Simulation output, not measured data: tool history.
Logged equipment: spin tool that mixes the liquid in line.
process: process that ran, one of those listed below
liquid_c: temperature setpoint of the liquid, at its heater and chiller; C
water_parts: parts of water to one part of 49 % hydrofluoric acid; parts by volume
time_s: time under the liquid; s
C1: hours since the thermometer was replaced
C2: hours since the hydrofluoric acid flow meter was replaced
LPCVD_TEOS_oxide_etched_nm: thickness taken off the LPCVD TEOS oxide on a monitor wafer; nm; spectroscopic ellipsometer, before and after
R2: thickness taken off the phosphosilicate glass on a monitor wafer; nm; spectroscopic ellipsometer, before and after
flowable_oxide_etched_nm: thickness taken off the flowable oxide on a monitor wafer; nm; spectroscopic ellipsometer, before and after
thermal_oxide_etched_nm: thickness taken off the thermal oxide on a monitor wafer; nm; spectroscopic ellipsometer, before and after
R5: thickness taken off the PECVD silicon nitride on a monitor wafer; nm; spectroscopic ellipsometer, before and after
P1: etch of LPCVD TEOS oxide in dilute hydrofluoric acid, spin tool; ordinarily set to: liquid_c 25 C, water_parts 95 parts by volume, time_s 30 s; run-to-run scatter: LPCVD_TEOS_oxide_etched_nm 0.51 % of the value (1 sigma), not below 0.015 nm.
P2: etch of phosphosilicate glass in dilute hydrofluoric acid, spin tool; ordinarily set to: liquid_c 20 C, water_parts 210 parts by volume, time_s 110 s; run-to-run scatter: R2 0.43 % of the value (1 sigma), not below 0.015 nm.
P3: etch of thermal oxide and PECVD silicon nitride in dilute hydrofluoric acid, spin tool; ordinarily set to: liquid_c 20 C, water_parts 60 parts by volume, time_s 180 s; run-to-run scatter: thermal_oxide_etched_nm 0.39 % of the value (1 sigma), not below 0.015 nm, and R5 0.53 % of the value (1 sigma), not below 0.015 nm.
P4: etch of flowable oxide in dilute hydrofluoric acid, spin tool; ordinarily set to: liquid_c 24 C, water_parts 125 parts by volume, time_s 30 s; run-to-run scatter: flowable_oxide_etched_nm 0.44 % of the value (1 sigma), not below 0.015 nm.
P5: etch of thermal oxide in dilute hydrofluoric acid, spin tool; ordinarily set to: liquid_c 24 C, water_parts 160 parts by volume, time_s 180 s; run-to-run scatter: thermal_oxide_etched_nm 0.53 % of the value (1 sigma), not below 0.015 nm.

run 1 hour=7.1 | process=P1 liquid_c=25 water_parts=95 time_s=30 | C1=977.4 C2=78.1 | LPCVD_TEOS_oxide_etched_nm=10.887
run 2 hour=19.2 | process=P1 liquid_c=25 water_parts=95 time_s=30 | C1=989.5 C2=90.2 | LPCVD_TEOS_oxide_etched_nm=10.932
run 3 hour=30 | process=P2 liquid_c=27 water_parts=210 time_s=110 | C1=1000.3 C2=101 | R2=78.48
run 4 hour=37 | process=P4 liquid_c=24 water_parts=125 time_s=15 | C1=1007.3 C2=108 | flowable_oxide_etched_nm=3.8314
run 5 hour=43.7 | process=P1 liquid_c=19.5 water_parts=95 time_s=30 | C1=1014 C2=114.7 | LPCVD_TEOS_oxide_etched_nm=8.7233
run 6 hour=57.2 | process=P3 liquid_c=20 water_parts=90 time_s=180 | C1=1027.5 C2=128.2 | thermal_oxide_etched_nm=7.8069 R5=3.3245
run 7 hour=66 | process=P5 liquid_c=19 water_parts=160 time_s=180 | C1=1036.3 C2=137 | thermal_oxide_etched_nm=3.9252
run 8 hour=72.4 | process=P1 liquid_c=32.5 water_parts=55 time_s=30 | C1=1042.7 C2=143.4 | LPCVD_TEOS_oxide_etched_nm=26.655
run 9 hour=80.3 | process=P3 liquid_c=17 water_parts=60 time_s=180 | C1=1050.6 C2=151.3 | thermal_oxide_etched_nm=10.655 R5=4.0474
run 10 hour=90.9 | process=P1 liquid_c=25 water_parts=95 time_s=30 | C1=1061.2 C2=161.9 | LPCVD_TEOS_oxide_etched_nm=10.958
run 11 hour=97.8 | process=P2 liquid_c=20 water_parts=210 time_s=110 | C1=1068.1 C2=168.8 | R2=60.561
run 12 hour=111.6 | process=P1 liquid_c=25 water_parts=25 time_s=30 | C1=1081.9 C2=182.6 | LPCVD_TEOS_oxide_etched_nm=45.816
run 13 hour=118 | process=P1 liquid_c=25 water_parts=95 time_s=30 | C1=1088.3 C2=189 | LPCVD_TEOS_oxide_etched_nm=10.98
run 14 hour=126.7 | process=P1 liquid_c=25 water_parts=95 time_s=30 | C1=1097 C2=197.7 | LPCVD_TEOS_oxide_etched_nm=10.846
run 15 hour=135.5 | process=P2 liquid_c=20 water_parts=210 time_s=20 | C1=1105.8 C2=206.5 | R2=10.977
run 16 hour=142.9 | process=P5 liquid_c=24 water_parts=160 time_s=180 | C1=1113.2 C2=213.9 | thermal_oxide_etched_nm=4.828
run 17 hour=152.2 | process=P1 liquid_c=25 water_parts=95 time_s=15 | C1=1122.5 C2=223.2 | LPCVD_TEOS_oxide_etched_nm=5.46
run 18 hour=162.6 | process=P3 liquid_c=20 water_parts=60 time_s=280 | C1=1132.9 C2=233.6 | thermal_oxide_etched_nm=18.845 R5=7.7041
run 19 hour=174.7 | process=P1 liquid_c=25 water_parts=160 time_s=30 | C1=1145 C2=245.7 | LPCVD_TEOS_oxide_etched_nm=5.9647
run 20 hour=181.9 | process=P5 liquid_c=24 water_parts=95 time_s=180 | C1=1152.2 C2=252.9 | thermal_oxide_etched_nm=8.6663
run 21 hour=192.8 | process=P4 liquid_c=19 water_parts=125 time_s=30 | C1=1163.1 C2=263.8 | flowable_oxide_etched_nm=6.2317
run 22 hour=199.3 | process=P1 liquid_c=25 water_parts=95 time_s=60 | C1=1169.6 C2=270.3 | LPCVD_TEOS_oxide_etched_nm=21.672
run 23 hour=206.9 | process=P4 liquid_c=24 water_parts=190 time_s=30 | C1=1177.2 C2=277.9 | flowable_oxide_etched_nm=4.6745
run 24 hour=214.9 | process=P3 liquid_c=20 water_parts=60 time_s=180 | C1=1185.2 C2=285.9 | thermal_oxide_etched_nm=12.17 R5=4.8989
run 25 hour=222.4 | process=P5 liquid_c=24 water_parts=160 time_s=30 | C1=1192.7 C2=293.4 | thermal_oxide_etched_nm=0.79066
run 26 hour=234.6 | process=P1 liquid_c=25 water_parts=35 time_s=15 | C1=1204.9 C2=305.6 | LPCVD_TEOS_oxide_etched_nm=15.991
run 27 hour=244.1 | process=P4 liquid_c=24 water_parts=125 time_s=30 | C1=1214.4 C2=315.1 | flowable_oxide_etched_nm=7.6065
run 28 hour=257 | process=P2 liquid_c=20 water_parts=35 time_s=110 | C1=1227.3 C2=328 | R2=438.55
run 29 hour=264.4 | process=P1 liquid_c=31.5 water_parts=95 time_s=30 | C1=1234.7 C2=335.4 | LPCVD_TEOS_oxide_etched_nm=13.958
run 30 hour=274.8 | process=P2 liquid_c=20 water_parts=210 time_s=110 | C1=1245.1 C2=345.8 | R2=60.565
run 31 hour=289 | process=P1 liquid_c=25 water_parts=95 time_s=30 | C1=1259.3 C2=360 | LPCVD_TEOS_oxide_etched_nm=10.861
run 32 hour=297.9 | process=P1 liquid_c=25 water_parts=25 time_s=45 | C1=1268.2 C2=368.9 | LPCVD_TEOS_oxide_etched_nm=68.305
run 33 hour=309.7 | process=P1 liquid_c=25 water_parts=95 time_s=30 | C1=1280 C2=380.7 | LPCVD_TEOS_oxide_etched_nm=10.943
run 34 hour=322.7 | process=P1 liquid_c=25 water_parts=95 time_s=30 | C1=1293 C2=393.7 | LPCVD_TEOS_oxide_etched_nm=11.447
run 35 hour=334.4 | process=P1 liquid_c=25 water_parts=95 time_s=30 | C1=1304.7 C2=405.4 | LPCVD_TEOS_oxide_etched_nm=11.763
run 36 hour=348.6 | process=P1 liquid_c=25 water_parts=95 time_s=30 | C1=1318.9 C2=419.6 | LPCVD_TEOS_oxide_etched_nm=11.78
run 37 hour=356 | process=P1 liquid_c=25 water_parts=95 time_s=30 | C1=1326.3 C2=427 | LPCVD_TEOS_oxide_etched_nm=12.043
run 38 hour=363.9 | process=P1 liquid_c=25 water_parts=95 time_s=30 | C1=1334.2 C2=434.9 | LPCVD_TEOS_oxide_etched_nm=12.031
run 39 hour=371.3 | process=P1 liquid_c=25 water_parts=95 time_s=30 | C1=1341.6 C2=442.3 | LPCVD_TEOS_oxide_etched_nm=11.993

P1 has crept away from where it was. The log is fitted equally well by each of these 2 causes, at the sizes shown:
A: hydrofluoric acid flow above the setpoint (%) = 8.63
B: liquid hotter than its thermometer reads (K) = 2.37
Creep in the process output first set in at about hour 309.7.

Question marks stand in for the results of the 4 check runs listed below, each run on one wafer. Under which run would the listed causes show clearly different results?
run check 1 hour=378.7 | process=P2 liquid_c=20 water_parts=210 time_s=110 | R2=?
run check 2 hour=378.7 | process=P3 liquid_c=20 water_parts=60 time_s=180 | thermal_oxide_etched_nm=? R5=?
run check 3 hour=378.7 | process=P4 liquid_c=24 water_parts=125 time_s=30 | flowable_oxide_etched_nm=?
run check 4 hour=378.7 | process=P5 liquid_c=24 water_parts=160 time_s=180 | thermal_oxide_etched_nm=?

Predicted outcomes, by check and by cause:
check=check_1 result=R2 if_A=67.011 if_B=66.39
check=check_2 result=thermal_oxide_etched_nm if_A=13.262 if_B=13.402
check=check_2 result=R5 if_A=5.391 if_B=5.8507
check=check_3 result=flowable_oxide_etched_nm if_A=8.4036 if_B=8.3747
check=check_4 result=thermal_oxide_etched_nm if_A=5.2811 if_B=5.2373
Minimum pairwise separation of causes per check, each pair taken at its best-separating result: check 1 0.93 %; check 2 8.18 %; check 3 0.34 %; check 4 0.83 %
The other checks would show nearly matching results whichever cause is true, so check 2 is the only one that separates the causes.

Running check 2 produced the following: thermal_oxide_etched_nm 13.283 nm; R5 5.3885 nm. Which one of the listed causes fits?

The cause is A: hydrofluoric acid flow above the setpoint (%).

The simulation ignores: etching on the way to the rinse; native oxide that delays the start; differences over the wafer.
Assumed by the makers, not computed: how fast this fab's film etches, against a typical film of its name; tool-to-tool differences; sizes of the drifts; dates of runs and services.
